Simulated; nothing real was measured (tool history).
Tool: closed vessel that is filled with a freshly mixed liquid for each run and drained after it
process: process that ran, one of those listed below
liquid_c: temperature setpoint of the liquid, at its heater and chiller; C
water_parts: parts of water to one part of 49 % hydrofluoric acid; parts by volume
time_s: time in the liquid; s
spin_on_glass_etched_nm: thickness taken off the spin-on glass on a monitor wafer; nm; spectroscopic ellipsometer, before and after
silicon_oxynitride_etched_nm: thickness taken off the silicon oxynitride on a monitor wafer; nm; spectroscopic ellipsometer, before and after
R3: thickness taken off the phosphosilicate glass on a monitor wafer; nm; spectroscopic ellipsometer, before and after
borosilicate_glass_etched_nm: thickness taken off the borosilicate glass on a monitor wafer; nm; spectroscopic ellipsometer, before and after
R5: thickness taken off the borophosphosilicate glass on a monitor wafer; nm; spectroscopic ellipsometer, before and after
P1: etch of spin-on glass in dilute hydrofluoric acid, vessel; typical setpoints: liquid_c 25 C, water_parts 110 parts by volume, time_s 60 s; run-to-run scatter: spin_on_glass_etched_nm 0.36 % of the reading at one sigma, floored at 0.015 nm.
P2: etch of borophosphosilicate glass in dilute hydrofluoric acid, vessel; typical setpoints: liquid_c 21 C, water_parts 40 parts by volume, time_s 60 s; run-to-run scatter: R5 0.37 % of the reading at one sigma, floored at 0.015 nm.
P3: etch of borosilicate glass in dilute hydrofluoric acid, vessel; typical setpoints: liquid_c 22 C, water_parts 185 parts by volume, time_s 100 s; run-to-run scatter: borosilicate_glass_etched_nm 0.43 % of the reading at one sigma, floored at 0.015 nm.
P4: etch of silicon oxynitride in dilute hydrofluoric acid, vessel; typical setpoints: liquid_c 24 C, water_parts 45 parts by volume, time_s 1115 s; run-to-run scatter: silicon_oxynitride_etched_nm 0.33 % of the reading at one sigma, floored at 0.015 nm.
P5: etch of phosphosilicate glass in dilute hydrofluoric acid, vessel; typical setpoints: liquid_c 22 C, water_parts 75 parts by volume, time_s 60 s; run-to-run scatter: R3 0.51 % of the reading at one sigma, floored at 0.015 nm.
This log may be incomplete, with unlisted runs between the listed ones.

run 1 hour=6.5 | process=P1 liquid_c=25 water_parts=110 time_s=60 | spin_on_glass_etched_nm=22.712
run 2 hour=17.9 | process=P4 liquid_c=24 water_parts=45 time_s=2200 | silicon_oxynitride_etched_nm=109.57
run 3 hour=26 | process=P4 liquid_c=17 water_parts=45 time_s=1115 | silicon_oxynitride_etched_nm=39.034
run 4 hour=32 | process=P1 liquid_c=25 water_parts=60 time_s=60 | spin_on_glass_etched_nm=44.363
run 5 hour=42.2 | process=P5 liquid_c=22 water_parts=75 time_s=60 | R3=128.16
run 6 hour=51.3 | process=P1 liquid_c=25 water_parts=110 time_s=90 | spin_on_glass_etched_nm=34.119
run 7 hour=62.9 | process=P3 liquid_c=22 water_parts=185 time_s=100 | borosilicate_glass_etched_nm=15.94
run 8 hour=71.5 | process=P4 liquid_c=24 water_parts=45 time_s=1115 | silicon_oxynitride_etched_nm=55.679
run 9 hour=77 | process=P2 liquid_c=21 water_parts=40 time_s=110 | R5=132.57
run 10 hour=85.9 | process=P2 liquid_c=21 water_parts=70 time_s=60 | R5=40
run 11 hour=91.5 | process=P5 liquid_c=22 water_parts=75 time_s=100 | R3=212.37
run 12 hour=99.9 | process=P3 liquid_c=22 water_parts=40 time_s=100 | borosilicate_glass_etched_nm=86.793
run 13 hour=108.2 | process=P2 liquid_c=21 water_parts=40 time_s=60 | R5=71.604
run 14 hour=118.4 | process=P3 liquid_c=22 water_parts=185 time_s=100 | borosilicate_glass_etched_nm=15.988
run 15 hour=128.3 | process=P1 liquid_c=25 water_parts=160 time_s=60 | spin_on_glass_etched_nm=14.782
run 16 hour=139.2 | process=P5 liquid_c=22 water_parts=75 time_s=60 | R3=127.61
run 17 hour=146 | process=P1 liquid_c=25 water_parts=110 time_s=60 | spin_on_glass_etched_nm=22.886
run 18 hour=151.6 | process=P2 liquid_c=29 water_parts=40 time_s=60 | R5=100.52
run 19 hour=161.4 | process=P3 liquid_c=22 water_parts=185 time_s=30 | borosilicate_glass_etched_nm=4.7381
-- hour=166.9 thermometer replaced
run 20 hour=170.7 | process=P5 liquid_c=22 water_parts=120 time_s=60 | R3=75.994
run 21 hour=176.4 | process=P1 liquid_c=20.5 water_parts=110 time_s=60 | spin_on_glass_etched_nm=19.099
run 22 hour=186.2 | process=P3 liquid_c=17 water_parts=185 time_s=100 | borosilicate_glass_etched_nm=13.105
run 23 hour=192.2 | process=P1 liquid_c=32 water_parts=110 time_s=30 | spin_on_glass_etched_nm=14.846
run 24 hour=202.9 | process=P4 liquid_c=24 water_parts=25 time_s=1115 | silicon_oxynitride_etched_nm=101.6
run 25 hour=212.9 | process=P1 liquid_c=31.5 water_parts=110 time_s=60 | spin_on_glass_etched_nm=29.133
run 26 hour=221.6 | process=P1 liquid_c=25 water_parts=110 time_s=30 | spin_on_glass_etched_nm=11.307
run 27 hour=228.8 | process=P1 liquid_c=25 water_parts=110 time_s=60 | spin_on_glass_etched_nm=22.755
run 28 hour=236.1 | process=P1 liquid_c=25 water_parts=110 time_s=60 | spin_on_glass_etched_nm=22.598
run 29 hour=244.6 | process=P1 liquid_c=18 water_parts=25 time_s=60 | spin_on_glass_etched_nm=82.429
run 30 hour=250.3 | process=P5 liquid_c=17 water_parts=75 time_s=60 | R3=103.72
run 31 hour=259.7 | process=P1 liquid_c=25 water_parts=110 time_s=60 | spin_on_glass_etched_nm=22.743
run 32 hour=271.5 | process=P1 liquid_c=25 water_parts=110 time_s=60 | spin_on_glass_etched_nm=23.815
run 33 hour=279.3 | process=P1 liquid_c=25 water_parts=110 time_s=60 | spin_on_glass_etched_nm=24.163
run 34 hour=290.3 | process=P1 liquid_c=25 water_parts=110 time_s=60 | spin_on_glass_etched_nm=24.553
run 35 hour=296 | process=P1 liquid_c=25 water_parts=110 time_s=60 | spin_on_glass_etched_nm=24.527
run 36 hour=302 | process=P1 liquid_c=25 water_parts=110 time_s=60 | spin_on_glass_etched_nm=24.632
run 37 hour=307.5 | process=P1 liquid_c=25 water_parts=110 time_s=60 | spin_on_glass_etched_nm=24.5
run 38 hour=316.7 | process=P1 liquid_c=25 water_parts=110 time_s=60 | spin_on_glass_etched_nm=24.73
run 39 hour=322.1 | process=P1 liquid_c=25 water_parts=110 time_s=60 | spin_on_glass_etched_nm=24.651

The log shows P1 creeping away from where it was. Any of the 2 causes listed here, at the size stated for it, fits the log just as well as the others:
A: liquid hotter than its thermometer reads (K) = 2.1
B: hydrofluoric acid flow above the setpoint (%) = 7.39
The gradual shift began around hour 259.7.

4 check runs are offered, one wafer each, their results left as question marks. Which one tells the causes apart?
run check 1 hour=327.5 | process=P5 liquid_c=22 water_parts=105 time_s=60 | R3=?
run check 2 hour=327.5 | process=P2 liquid_c=26 water_parts=70 time_s=60 | R5=?
run check 3 hour=327.5 | process=P3 liquid_c=22 water_parts=100 time_s=30 | borosilicate_glass_etched_nm=?
run check 4 hour=327.5 | process=P4 liquid_c=19 water_parts=45 time_s=1115 | silicon_oxynitride_etched_nm=?

What each check would give under each cause:
check=check_1 result=R3 if_A=95.803 if_B=95.437
check=check_2 result=R5 if_A=52.875 if_B=52.609
check=check_3 result=borosilicate_glass_etched_nm if_A=10.515 if_B=10.467
check=check_4 result=silicon_oxynitride_etched_nm if_A=48.19 if_B=46.643
Distance between the nearest two causes, measured in the result of the check that separates them most: check 1 0.38 %; check 2 0.5 %; check 3 0.45 %; check 4 3.26 %
The other checks would show nearly matching results whichever cause is true, so check 4 is the only one that separates the causes.

Here is what check 4 returned: silicon_oxynitride_etched_nm 46.566 nm. Which cause is it?

The cause is B: hydrofluoric acid flow above the setpoint (%).
